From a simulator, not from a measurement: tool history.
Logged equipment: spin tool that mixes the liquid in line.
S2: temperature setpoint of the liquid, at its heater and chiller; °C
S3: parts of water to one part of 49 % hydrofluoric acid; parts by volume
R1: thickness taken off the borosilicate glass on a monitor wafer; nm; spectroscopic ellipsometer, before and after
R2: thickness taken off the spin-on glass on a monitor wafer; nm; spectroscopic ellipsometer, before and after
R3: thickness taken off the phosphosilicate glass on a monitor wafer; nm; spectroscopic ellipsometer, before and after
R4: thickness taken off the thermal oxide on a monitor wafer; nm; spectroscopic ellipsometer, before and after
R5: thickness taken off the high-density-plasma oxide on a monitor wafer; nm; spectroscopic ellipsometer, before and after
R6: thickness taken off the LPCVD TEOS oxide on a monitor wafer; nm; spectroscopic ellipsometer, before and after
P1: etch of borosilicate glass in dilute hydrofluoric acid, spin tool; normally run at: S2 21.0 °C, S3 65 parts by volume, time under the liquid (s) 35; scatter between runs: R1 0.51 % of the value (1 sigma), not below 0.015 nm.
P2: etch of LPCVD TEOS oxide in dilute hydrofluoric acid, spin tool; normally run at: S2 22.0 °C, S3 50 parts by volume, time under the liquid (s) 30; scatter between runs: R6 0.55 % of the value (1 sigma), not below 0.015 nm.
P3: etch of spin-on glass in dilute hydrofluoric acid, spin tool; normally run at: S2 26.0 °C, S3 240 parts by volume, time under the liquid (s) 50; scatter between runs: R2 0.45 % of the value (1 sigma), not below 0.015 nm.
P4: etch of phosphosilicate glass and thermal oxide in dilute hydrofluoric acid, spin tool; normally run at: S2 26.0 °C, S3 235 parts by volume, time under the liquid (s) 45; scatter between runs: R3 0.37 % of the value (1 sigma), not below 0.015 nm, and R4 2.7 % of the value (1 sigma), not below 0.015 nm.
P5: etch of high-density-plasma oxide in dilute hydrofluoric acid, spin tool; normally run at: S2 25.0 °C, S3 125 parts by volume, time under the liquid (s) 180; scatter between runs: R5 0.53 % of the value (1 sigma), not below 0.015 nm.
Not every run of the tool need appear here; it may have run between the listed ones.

run 1 hour=10.4 | process_that_ran=P1 S2=21.0 S3=65 time_under_the_liquid_(s)=35 | R1=12.8870
run 2 hour=22.3 | process_that_ran=P1 S2=21.0 S3=65 time_under_the_liquid_(s)=35 | R1=12.8250
run 3 hour=33.8 | process_that_ran=P3 S2=18.0 S3=240 time_under_the_liquid_(s)=50 | R2=3.8118
run 4 hour=43.3 | process_that_ran=P3 S2=26.0 S3=355 time_under_the_liquid_(s)=50 | R2=3.0529
run 5 hour=56.1 | process_that_ran=P4 S2=26.0 S3=235 time_under_the_liquid_(s)=80 | R3=62.681 R4=1.51980
run 6 hour=65.1 | process_that_ran=P1 S2=28.0 S3=65 time_under_the_liquid_(s)=35 | R1=17.0300
run 7 hour=75.9 | process_that_ran=P5 S2=25.0 S3=60 time_under_the_liquid_(s)=180 | R5=17.0030
-- hour=76.9 thermometer replaced
run 8 hour=85.7 | process_that_ran=P1 S2=21.0 S3=65 time_under_the_liquid_(s)=65 | R1=23.7590
run 9 hour=99.4 | process_that_ran=P4 S2=26.0 S3=235 time_under_the_liquid_(s)=45 | R3=35.224 R4=0.81931
run 10 hour=106.1 | process_that_ran=P1 S2=21.0 S3=65 time_under_the_liquid_(s)=35 | R1=12.9680
run 11 hour=119.7 | process_that_ran=P5 S2=25.0 S3=125 time_under_the_liquid_(s)=180 | R5=7.5475
run 12 hour=128.5 | process_that_ran=P2 S2=22.0 S3=90 time_under_the_liquid_(s)=30 | R6=13.192
run 13 hour=136.8 | process_that_ran=P2 S2=28.0 S3=50 time_under_the_liquid_(s)=30 | R6=31.741
run 14 hour=150.5 | process_that_ran=P5 S2=18.0 S3=125 time_under_the_liquid_(s)=180 | R5=5.6879
run 15 hour=160.6 | process_that_ran=P3 S2=26.0 S3=240 time_under_the_liquid_(s)=50 | R2=5.0788
run 16 hour=167.8 | process_that_ran=P4 S2=19.5 S3=235 time_under_the_liquid_(s)=45 | R3=27.791 R4=0.63987
run 17 hour=177.4 | process_that_ran=P3 S2=26.0 S3=240 time_under_the_liquid_(s)=15 | R2=1.5361
run 18 hour=188.0 | process_that_ran=P1 S2=27.0 S3=100 time_under_the_liquid_(s)=35 | R1=10.2200
run 19 hour=197.9 | process_that_ran=P1 S2=21.0 S3=65 time_under_the_liquid_(s)=35 | R1=12.7360
run 20 hour=206.5 | process_that_ran=P1 S2=21.0 S3=65 time_under_the_liquid_(s)=15 | R1=5.4413
run 21 hour=217.8 | process_that_ran=P4 S2=26.0 S3=235 time_under_the_liquid_(s)=45 | R3=35.205 R4=0.82224
run 22 hour=230.6 | process_that_ran=P5 S2=25.0 S3=125 time_under_the_liquid_(s)=350 | R5=14.6190
run 23 hour=237.7 | process_that_ran=P1 S2=21.0 S3=90 time_under_the_liquid_(s)=35 | R1=9.0283
run 24 hour=245.0 | process_that_ran=P1 S2=21.0 S3=25 time_under_the_liquid_(s)=15 | R1=15.0020
run 25 hour=259.1 | process_that_ran=P2 S2=22.0 S3=50 time_under_the_liquid_(s)=50 | R6=41.884
run 26 hour=266.5 | process_that_ran=P3 S2=26.0 S3=240 time_under_the_liquid_(s)=50 | R2=5.0991
run 27 hour=276.9 | process_that_ran=P1 S2=17.0 S3=65 time_under_the_liquid_(s)=35 | R1=10.9400

What does the tool deliver on the next run?
run 28 hour=286.4 | process_that_ran=P4 S2=26.0 S3=45 time_under_the_liquid_(s)=45 | R3=? R4=?

Logged for run 28: R3 233.660 nm, R4 5.66440 nm.
